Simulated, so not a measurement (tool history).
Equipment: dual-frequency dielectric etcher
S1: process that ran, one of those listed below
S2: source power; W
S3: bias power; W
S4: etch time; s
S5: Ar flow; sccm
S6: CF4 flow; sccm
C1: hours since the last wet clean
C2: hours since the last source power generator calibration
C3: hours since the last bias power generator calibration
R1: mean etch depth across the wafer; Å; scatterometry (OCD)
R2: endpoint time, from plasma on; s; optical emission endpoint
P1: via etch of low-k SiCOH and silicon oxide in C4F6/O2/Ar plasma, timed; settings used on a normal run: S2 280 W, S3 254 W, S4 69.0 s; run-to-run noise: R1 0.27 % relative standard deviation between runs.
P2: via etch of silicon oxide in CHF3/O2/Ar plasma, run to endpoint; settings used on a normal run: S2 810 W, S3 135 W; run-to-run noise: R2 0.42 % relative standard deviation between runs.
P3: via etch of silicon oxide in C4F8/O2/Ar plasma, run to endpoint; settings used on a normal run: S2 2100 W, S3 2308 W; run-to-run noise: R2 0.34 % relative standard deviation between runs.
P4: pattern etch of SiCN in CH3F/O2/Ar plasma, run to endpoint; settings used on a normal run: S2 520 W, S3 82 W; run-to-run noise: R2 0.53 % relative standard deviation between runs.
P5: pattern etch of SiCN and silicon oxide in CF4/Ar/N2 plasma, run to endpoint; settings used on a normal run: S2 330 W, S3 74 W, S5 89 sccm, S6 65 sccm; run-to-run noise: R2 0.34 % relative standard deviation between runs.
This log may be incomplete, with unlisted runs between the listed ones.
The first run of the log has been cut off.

run	hour	S1	S2	S3	S4	S5	S6	C1	C2	C3	R1	R2
2	21.2	P5	330	74		89	65	92.6	860.9	520.4		22.009
3	30.1	P3	2890	2308				101.5	869.8	529.3		374.240
4	41.7	P1	280	254	69.0			113.1	881.4	540.9	1879.9	
5	50.5	P4	520	54				121.9	890.2	549.7		19.460
# hour 52.5: bias power generator calibrated
6	58.1	P4	520	82				129.5	897.8	5.6		16.839
7	65.7	P1	280	254	69.0			137.1	905.4	13.2	1891.6	
8	72.3	P1	280	161	69.0			143.7	912.0	19.8	1612.9	
9	83.8	P4	660	82				155.2	923.5	31.3		15.305
10	90.3	P1	210	254	69.0			161.7	930.0	37.8	1691.3	
11	101.7	P5	330	74		106	65	173.1	941.4	49.2		22.526
12	107.6	P2	810	135				179.0	947.3	55.1		421.880
13	118.5	P1	280	254	69.0			189.9	958.2	66.0	1886.5	
14	129.9	P1	350	254	84.0			201.3	969.6	77.4	2500.8	
15	136.1	P1	280	254	42.5			207.5	975.8	83.6	1160.8	
16	142.2	P1	390	254	69.0			213.6	981.9	89.7	2140.5	
17	151.8	P2	1060	135				223.2	991.5	99.3		381.340
18	158.4	P5	400	74		89	65	229.8	998.1	105.9		18.571
19	165.8	P5	330	51		89	65	237.2	1005.5	113.3		24.933

The next listed run, before its measurement:
20	176.0	P1	280	254	69.0			247.4	1015.7	123.5	?	

R1: 1881.4 Å
